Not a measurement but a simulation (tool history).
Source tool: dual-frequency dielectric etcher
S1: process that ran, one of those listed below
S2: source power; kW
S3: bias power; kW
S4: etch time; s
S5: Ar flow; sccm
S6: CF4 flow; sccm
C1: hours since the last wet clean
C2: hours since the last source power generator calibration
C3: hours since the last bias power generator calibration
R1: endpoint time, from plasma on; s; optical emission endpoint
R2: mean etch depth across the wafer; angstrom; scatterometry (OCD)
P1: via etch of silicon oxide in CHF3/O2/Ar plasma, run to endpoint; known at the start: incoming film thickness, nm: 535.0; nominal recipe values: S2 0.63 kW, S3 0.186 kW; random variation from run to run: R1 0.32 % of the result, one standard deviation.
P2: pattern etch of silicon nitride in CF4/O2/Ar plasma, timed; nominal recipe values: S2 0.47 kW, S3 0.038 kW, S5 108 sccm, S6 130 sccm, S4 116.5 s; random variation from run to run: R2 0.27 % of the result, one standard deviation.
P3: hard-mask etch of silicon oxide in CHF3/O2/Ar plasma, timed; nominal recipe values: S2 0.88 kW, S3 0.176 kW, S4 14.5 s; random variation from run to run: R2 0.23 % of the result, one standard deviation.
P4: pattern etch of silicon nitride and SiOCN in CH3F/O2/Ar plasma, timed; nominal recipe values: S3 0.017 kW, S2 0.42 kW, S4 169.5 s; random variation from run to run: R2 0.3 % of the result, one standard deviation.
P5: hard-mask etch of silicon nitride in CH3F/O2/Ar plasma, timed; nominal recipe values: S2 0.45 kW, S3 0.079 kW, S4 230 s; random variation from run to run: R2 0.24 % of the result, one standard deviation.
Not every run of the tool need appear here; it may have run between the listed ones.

run	hour	S1	S2	S3	S4	S5	S6	C1	C2	C3	R1	R2
1	8.5	P1	0.63	0.186				361.3	2920.3	884.1	270.3	
2	21	P1	0.63	0.186				373.8	2932.8	896.6	268.63	
3	30	P5	0.45	0.079	159.5			382.8	2941.8	905.6		1204.3
4	47.8	P4	0.51	0.017	169.5			400.6	2959.6	923.4		222.46
5	61.2	P4	0.42	0.017	107			414	2973	936.8		131.41
6	73.9	P3	1.12	0.176	14.5			426.7	2985.7	949.5		359.69
7	83.1	P1	0.63	0.186				435.9	2994.9	958.7	269.07	
8	100.5	P2	0.47	0.038	116.5	145	130	453.3	3012.3	976.1		1879
9	119.3	P1	0.63	0.186				472.1	3031.1	994.9	268.4	
10	132.4	P4	0.42	0.023	169.5			485.2	3044.2	1008		235.3
11	141.3	P1	0.4	0.155				494.1	3053.1	1016.9	341.24	
12	154.6	P3	0.88	0.176	22			507.4	3066.4	1030.2		496.79
13	173.2	P2	0.57	0.038	116.5	108	130	526	3085	1048.8		2312.4
14	190.9	P2	0.47	0.038	116.5	108	182	543.7	3102.7	1066.5		2018.5
15	203	P1	0.63	0.241				555.8	3114.8	1078.6	246.46	
16	220.5	P2	0.47	0.029	116.5	108	130	573.3	3132.3	1096.1		1776.5
17	231.3	P1	0.63	0.122				584.1	3143.1	1106.9	307.21	
18	240.8	P2	0.47	0.038	116.5	108	130	593.6	3152.6	1116.4		1953.6
19	251.5	P5	0.45	0.105	230			604.3	3163.3	1127.1		1925.2
20	263.8	P3	0.88	0.176	14.5			616.6	3175.6	1139.4		326.58
21	275	P4	0.42	0.017	169.5			627.8	3186.8	1150.6		208.82
22	290	P3	0.88	0.176	14.5			642.8	3201.8	1165.6		328.53
23	301.1	P1	0.88	0.259				653.9	3212.9	1176.7	211.62	
24	313.3	P3	0.88	0.119	14.5			666.1	3225.1	1188.9		290.13
25	321.8	P1	0.63	0.186				674.6	3233.6	1197.4	270.06	
26	332	P5	0.45	0.079	230			684.8	3243.8	1207.6		1741.7
27	350.7	P1	0.37	0.186				703.5	3262.5	1226.3	327.79	
28	366.8	P1	0.87	0.186				719.6	3278.6	1242.4	237.38	
29	377.7	P4	0.42	0.017	169.5			730.5	3289.5	1253.3		207.45
30	396.3	P1	0.53	0.141				749.1	3308.1	1271.9	314.4	
31	406.5	P5	0.62	0.079	230			759.3	3318.3	1282.1		1962.2
32	420.6	P2	0.47	0.038	64	108	130	773.4	3332.4	1296.2		1068.6
33	436.3	P1	0.63	0.186				789.1	3348.1	1311.9	269.49	
34	450.6	P1	0.63	0.186				803.4	3362.4	1326.2	270.28	
35	468.9	P1	0.63	0.186				821.7	3380.7	1344.5	272.32	
36	481.4	P1	0.63	0.186				834.2	3393.2	1357	273.4	
37	490.9	P1	0.63	0.186				843.7	3402.7	1366.5	273.41	
38	502.3	P1	0.63	0.186				855.1	3414.1	1377.9	273.64	
# hour 508.5: wet clean of the chamber
39	520.5	P1	0.63	0.186				12.1	3432.3	1396.1	271.83	
40	539	P1	0.63	0.186				30.6	3450.8	1414.6	271.17	

The log shows P1 creeping away from where it was. Any of the 2 causes listed here, at the size stated for it, fits the log just as well as the others:
A: bias power that arrives under what is set, % = 4.63
B: source power that arrives under what is set, % = 4.08
The creep began at about hour 436.3.
Ruled out, with reasons:
chamber walls in a state that lowers the etch rate, %: work on it at hour 508.5, done after the drift set in, did not restore what the process gave before

Each of the 4 check runs below uses one wafer; its results are left as question marks. Which run tells the causes apart?
check 1	557.5	P5	0.6	0.079	174							?
check 2	557.5	P4	0.5	0.017	169.5							?
check 3	557.5	P3	1.06	0.176	14.5							?
check 4	557.5	P2	0.57	0.038	64	108	130					?

Expected result of each check under each candidate cause:
check	result	if A	if B
check 1	R2	1441.2	1441.4
check 2	R2	216.43	217.4
check 3	R2	347.04	346.68
check 4	R2	1247.9	1222.3
How far apart the two closest causes lie, in the result that separates them most: check 1 0.02 %; check 2 0.44 %; check 3 0.1 %; check 4 2.08 %
Only check 4 tells the causes apart: in the others they would give nearly the same result.

Here is what check 4 returned: R2 1223 angstrom. Which cause is it?

B is the cause: source power that arrives under what is set, %.
